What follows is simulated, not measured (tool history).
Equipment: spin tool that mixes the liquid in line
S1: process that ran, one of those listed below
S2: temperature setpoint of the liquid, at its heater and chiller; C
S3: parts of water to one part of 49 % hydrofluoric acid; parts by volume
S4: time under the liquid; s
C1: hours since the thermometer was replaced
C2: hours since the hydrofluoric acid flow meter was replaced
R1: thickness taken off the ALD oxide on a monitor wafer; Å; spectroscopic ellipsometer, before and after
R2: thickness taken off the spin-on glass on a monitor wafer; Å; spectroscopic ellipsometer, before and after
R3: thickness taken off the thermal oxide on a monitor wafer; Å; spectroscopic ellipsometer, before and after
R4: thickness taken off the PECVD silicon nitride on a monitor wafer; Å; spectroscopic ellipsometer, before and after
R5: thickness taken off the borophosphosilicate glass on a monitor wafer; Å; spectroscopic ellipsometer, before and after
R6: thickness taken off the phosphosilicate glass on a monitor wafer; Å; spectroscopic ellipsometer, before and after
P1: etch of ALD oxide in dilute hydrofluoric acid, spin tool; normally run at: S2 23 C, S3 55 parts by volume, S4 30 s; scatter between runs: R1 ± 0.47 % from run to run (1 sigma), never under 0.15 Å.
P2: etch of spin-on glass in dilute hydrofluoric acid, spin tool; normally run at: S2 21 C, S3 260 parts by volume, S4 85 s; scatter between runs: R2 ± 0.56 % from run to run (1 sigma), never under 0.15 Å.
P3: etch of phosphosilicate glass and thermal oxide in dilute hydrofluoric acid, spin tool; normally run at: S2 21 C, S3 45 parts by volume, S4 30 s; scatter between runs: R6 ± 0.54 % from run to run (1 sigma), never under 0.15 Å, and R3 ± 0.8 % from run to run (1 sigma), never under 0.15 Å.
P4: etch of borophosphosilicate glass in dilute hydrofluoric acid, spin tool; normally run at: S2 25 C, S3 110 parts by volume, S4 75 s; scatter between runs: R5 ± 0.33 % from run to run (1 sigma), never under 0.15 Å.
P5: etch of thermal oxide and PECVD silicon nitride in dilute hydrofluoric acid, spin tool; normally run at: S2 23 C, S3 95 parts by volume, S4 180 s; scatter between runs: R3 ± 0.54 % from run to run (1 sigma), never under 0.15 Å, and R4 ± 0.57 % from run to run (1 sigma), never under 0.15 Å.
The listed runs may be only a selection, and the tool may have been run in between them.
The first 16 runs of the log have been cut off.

| run | day | S1 | S2 | S3 | S4 | C1 | C2 | R1 | R2 | R3 | R4 | R5 | R6 |
|---|---|---|---|---|---|---|---|---|---|---|---|---|---|
|  | 3.567 | hydrofluoric acid flow meter replaced |
| 17 | 3.683 | P5 | 23 | 20 | 180 | 1041.2 | 2.9 |  |  | 441.35 | 338.64 |  |  |
| 18 | 3.925 | P5 | 23 | 95 | 15 | 1047 | 8.7 |  |  | 7.1078 | 6.2857 |  |  |
| 19 | 4.217 | P1 | 23 | 55 | 30 | 1054 | 15.7 | 144.42 |  |  |  |  |  |
| 20 | 4.388 | P3 | 21 | 45 | 30 | 1058.1 | 19.8 |  |  | 29.888 |  |  | 401.8 |
| 21 | 4.596 | P4 | 25 | 110 | 115 | 1063.1 | 24.8 |  |  |  |  | 343.69 |  |
| 22 | 4.746 | P3 | 21 | 45 | 45 | 1066.7 | 28.4 |  |  | 45.992 |  |  | 607.56 |
| 23 | 5.017 | P1 | 23 | 30 | 30 | 1073.2 | 34.9 | 273.99 |  |  |  |  |  |
| 24 | 5.304 | P3 | 17 | 45 | 30 | 1080.1 | 41.8 |  |  | 25.725 |  |  | 336.97 |

Estimate the outcome of run 25 from the log above:
| 25 | 5.475 | P1 | 23 | 55 | 30 | 1084.2 | 45.9 | ? |  |  |  |  |  |

Run 25 came out at R1 144.19 Å.
